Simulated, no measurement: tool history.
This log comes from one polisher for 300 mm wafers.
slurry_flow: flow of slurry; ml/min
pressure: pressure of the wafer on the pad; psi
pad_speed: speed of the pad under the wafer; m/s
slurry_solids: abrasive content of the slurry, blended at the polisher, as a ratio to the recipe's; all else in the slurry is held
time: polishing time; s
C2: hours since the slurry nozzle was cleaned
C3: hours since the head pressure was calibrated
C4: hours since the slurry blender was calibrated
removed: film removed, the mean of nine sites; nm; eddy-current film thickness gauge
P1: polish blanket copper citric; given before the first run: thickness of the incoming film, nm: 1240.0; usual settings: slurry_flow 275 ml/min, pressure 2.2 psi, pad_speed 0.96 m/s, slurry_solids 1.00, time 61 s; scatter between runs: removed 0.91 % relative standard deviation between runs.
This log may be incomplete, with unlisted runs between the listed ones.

{"run": 1, "day": 0.421, "slurry_flow": 275, "pressure": 2.2, "pad_speed": 0.96, "slurry_solids": 1.0, "time": 61, "wafers polished on this pad": 615, "C2": 180.4, "C3": 118.9, "C4": 57.7, "removed": 113.3}
{"run": 2, "day": 0.812, "slurry_flow": 275, "pressure": 2.2, "pad_speed": 0.6, "slurry_solids": 1.0, "time": 61, "wafers polished on this pad": 677, "C2": 189.8, "C3": 128.3, "C4": 67.1, "removed": 72.582}
{"run": 3, "day": 1.179, "slurry_flow": 275, "pressure": 2.2, "pad_speed": 0.96, "slurry_solids": 1.0, "time": 61, "wafers polished on this pad": 736, "C2": 198.6, "C3": 137.1, "C4": 75.9, "removed": 112.19}
{"run": 4, "day": 1.462, "slurry_flow": 275, "pressure": 2.2, "pad_speed": 0.96, "slurry_solids": 1.0, "time": 61, "wafers polished on this pad": 781, "C2": 205.4, "C3": 143.9, "C4": 82.7, "removed": 113.44}
{"run": 5, "day": 1.767, "slurry_flow": 275, "pressure": 2.2, "pad_speed": 0.7, "slurry_solids": 1.45, "time": 61, "wafers polished on this pad": 830, "C2": 212.7, "C3": 151.2, "C4": 90.0, "removed": 92.2}
{"run": 6, "day": 2.371, "slurry_flow": 275, "pressure": 2.2, "pad_speed": 0.96, "slurry_solids": 1.0, "time": 89, "wafers polished on this pad": 927, "C2": 227.2, "C3": 165.7, "C4": 104.5, "removed": 166.44}
{"run": 7, "day": 2.892, "slurry_flow": 275, "pressure": 1.3, "pad_speed": 0.96, "slurry_solids": 1.0, "time": 61, "wafers polished on this pad": 1010, "C2": 239.7, "C3": 178.2, "C4": 117.0, "removed": 68.442}
{"run": 8, "day": 3.488, "slurry_flow": 275, "pressure": 2.2, "pad_speed": 0.96, "slurry_solids": 1.0, "time": 61, "wafers polished on this pad": 1106, "C2": 254.0, "C3": 192.5, "C4": 131.3, "removed": 113.43}
{"run": 9, "day": 3.888, "slurry_flow": 275, "pressure": 2.2, "pad_speed": 0.96, "slurry_solids": 0.6, "time": 61, "wafers polished on this pad": 1170, "C2": 263.6, "C3": 202.1, "C4": 140.9, "removed": 101.13}
{"run": 10, "day": 4.312, "slurry_flow": 165, "pressure": 2.2, "pad_speed": 0.96, "slurry_solids": 1.0, "time": 61, "wafers polished on this pad": 1238, "C2": 273.8, "C3": 212.3, "C4": 151.1, "removed": 105.87}
{"run": 11, "day": 4.858, "slurry_flow": 275, "pressure": 2.2, "pad_speed": 0.96, "slurry_solids": 1.0, "time": 36, "wafers polished on this pad": 1325, "C2": 286.9, "C3": 225.4, "C4": 164.2, "removed": 67.168}
{"run": 12, "day": 5.479, "slurry_flow": 275, "pressure": 2.2, "pad_speed": 0.96, "slurry_solids": 1.2, "time": 61, "wafers polished on this pad": 1425, "C2": 301.8, "C3": 240.3, "C4": 179.1, "removed": 117.78}
{"run": 13, "day": 5.921, "slurry_flow": 275, "pressure": 2.2, "pad_speed": 0.96, "slurry_solids": 1.0, "time": 61, "wafers polished on this pad": 1495, "C2": 312.4, "C3": 250.9, "C4": 189.7, "removed": 111.69}
{"run": 14, "day": 6.371, "slurry_flow": 275, "pressure": 2.2, "pad_speed": 1.32, "slurry_solids": 1.0, "time": 61, "wafers polished on this pad": 1567, "C2": 323.2, "C3": 261.7, "C4": 200.5, "removed": 153.83}
{"run": 15, "day": 6.946, "slurry_flow": 275, "pressure": 2.9, "pad_speed": 0.96, "slurry_solids": 1.0, "time": 61, "wafers polished on this pad": 1659, "C2": 337.0, "C3": 275.5, "C4": 214.3, "removed": 148.87}
{"run": 16, "day": 7.325, "slurry_flow": 350, "pressure": 2.2, "pad_speed": 0.96, "slurry_solids": 1.0, "time": 61, "wafers polished on this pad": 1720, "C2": 346.1, "C3": 284.6, "C4": 223.4, "removed": 115.99}
{"run": 17, "day": 7.729, "slurry_flow": 275, "pressure": 2.2, "pad_speed": 0.96, "slurry_solids": 1.0, "time": 61, "wafers polished on this pad": 1785, "C2": 355.8, "C3": 294.3, "C4": 233.1, "removed": 112.3}
{"run": 18, "day": 8.004, "slurry_flow": 275, "pressure": 2.2, "pad_speed": 0.96, "slurry_solids": 1.0, "time": 61, "wafers polished on this pad": 1829, "C2": 362.4, "C3": 300.9, "C4": 239.7, "removed": 112.23}
{"run": 19, "day": 8.508, "slurry_flow": 275, "pressure": 2.2, "pad_speed": 0.96, "slurry_solids": 1.0, "time": 61, "wafers polished on this pad": 1910, "C2": 374.5, "C3": 313.0, "C4": 251.8, "removed": 111.96}
{"run": 20, "day": 9.038, "slurry_flow": 275, "pressure": 2.2, "pad_speed": 0.96, "slurry_solids": 1.0, "time": 61, "wafers polished on this pad": 1994, "C2": 387.2, "C3": 325.7, "C4": 264.5, "removed": 110.29}
{"day": 9.458, "done": "slurry blender recalibrated"}
{"run": 21, "day": 9.562, "slurry_flow": 275, "pressure": 2.2, "pad_speed": 0.96, "slurry_solids": 1.0, "time": 61, "wafers polished on this pad": 2078, "C2": 399.8, "C3": 338.3, "C4": 2.6, "removed": 109.6}
{"run": 22, "day": 9.962, "slurry_flow": 275, "pressure": 2.2, "pad_speed": 0.96, "slurry_solids": 1.0, "time": 61, "wafers polished on this pad": 2142, "C2": 409.4, "C3": 347.9, "C4": 12.2, "removed": 108.15}
{"run": 23, "day": 10.438, "slurry_flow": 275, "pressure": 2.2, "pad_speed": 0.96, "slurry_solids": 1.0, "time": 61, "wafers polished on this pad": 2218, "C2": 420.8, "C3": 359.3, "C4": 23.6, "removed": 108.53}
{"day": 10.912, "done": "head pressure recalibrated"}
{"run": 24, "day": 11.054, "slurry_flow": 275, "pressure": 2.2, "pad_speed": 0.96, "slurry_solids": 1.0, "time": 61, "wafers polished on this pad": 2317, "C2": 435.6, "C3": 3.4, "C4": 38.4, "removed": 108.23}
{"run": 25, "day": 11.608, "slurry_flow": 275, "pressure": 2.2, "pad_speed": 0.96, "slurry_solids": 1.0, "time": 61, "wafers polished on this pad": 2406, "C2": 448.9, "C3": 16.7, "C4": 51.7, "removed": 108.31}
{"run": 26, "day": 11.95, "slurry_flow": 275, "pressure": 2.2, "pad_speed": 0.96, "slurry_solids": 1.0, "time": 61, "wafers polished on this pad": 2461, "C2": 457.1, "C3": 24.9, "C4": 59.9, "removed": 106.0}
{"run": 27, "day": 12.254, "slurry_flow": 275, "pressure": 2.2, "pad_speed": 0.96, "slurry_solids": 1.0, "time": 61, "wafers polished on this pad": 2509, "C2": 464.4, "C3": 32.2, "C4": 67.2, "removed": 107.98}

The log shows P1 creeping away from where it was. Any of the 2 causes listed here, at the size stated for it, fits the log just as well as the others:
A: removal rate lost through wear of the pad, % = 5.49
B: slurry flow missing at the pad, % = 37
The gradual shift began around day 7.729.
All other causes, with the reason each is excluded:
head's pressure below its setpoint, %: work on it at day 10.912, done after the drift set in, did not restore what the process gave before
abrasive missing from the slurry, %: work on it at day 9.458, done after the drift set in, did not restore what the process gave before

You are offered 4 check runs, listed below with question marks in place of their results; each one averages 5 wafers. Which run separates the listed causes by giving clearly different results for each?
{"run": "check 1", "day": 12.558, "slurry_flow": 275, "pressure": 2.2, "pad_speed": 0.74, "slurry_solids": 1.0, "time": 61, "removed": "?"}
{"run": "check 2", "day": 12.558, "slurry_flow": 275, "pressure": 2.2, "pad_speed": 0.96, "slurry_solids": 1.0, "time": 84, "removed": "?"}
{"run": "check 3", "day": 12.558, "slurry_flow": 275, "pressure": 1.5, "pad_speed": 0.96, "slurry_solids": 1.0, "time": 61, "removed": "?"}
{"run": "check 4", "day": 12.558, "slurry_flow": 165, "pressure": 2.2, "pad_speed": 0.96, "slurry_solids": 1.0, "time": 61, "removed": "?"}

What every check run would give for each of its results, assuming each possible cause in turn:
check=check_1 result=removed if_A=83.513 if_B=83.511
check=check_2 result=removed if_A=147.710 if_B=147.700
check=check_3 result=removed if_A=74.288 if_B=74.286
check=check_4 result=removed if_A=100.610 if_B=97.222
Separation of the two closest causes in each check, using whichever result separates them best: check 1 0 %; check 2 0 %; check 3 0 %; check 4 3.43 %
Check 4 tells the causes apart: in the others they would give nearly the same result.

Check 4 was then run and gave: removed 97.646 nm. Which cause is it?

The correct cause is B, namely: slurry flow missing at the pad, %.
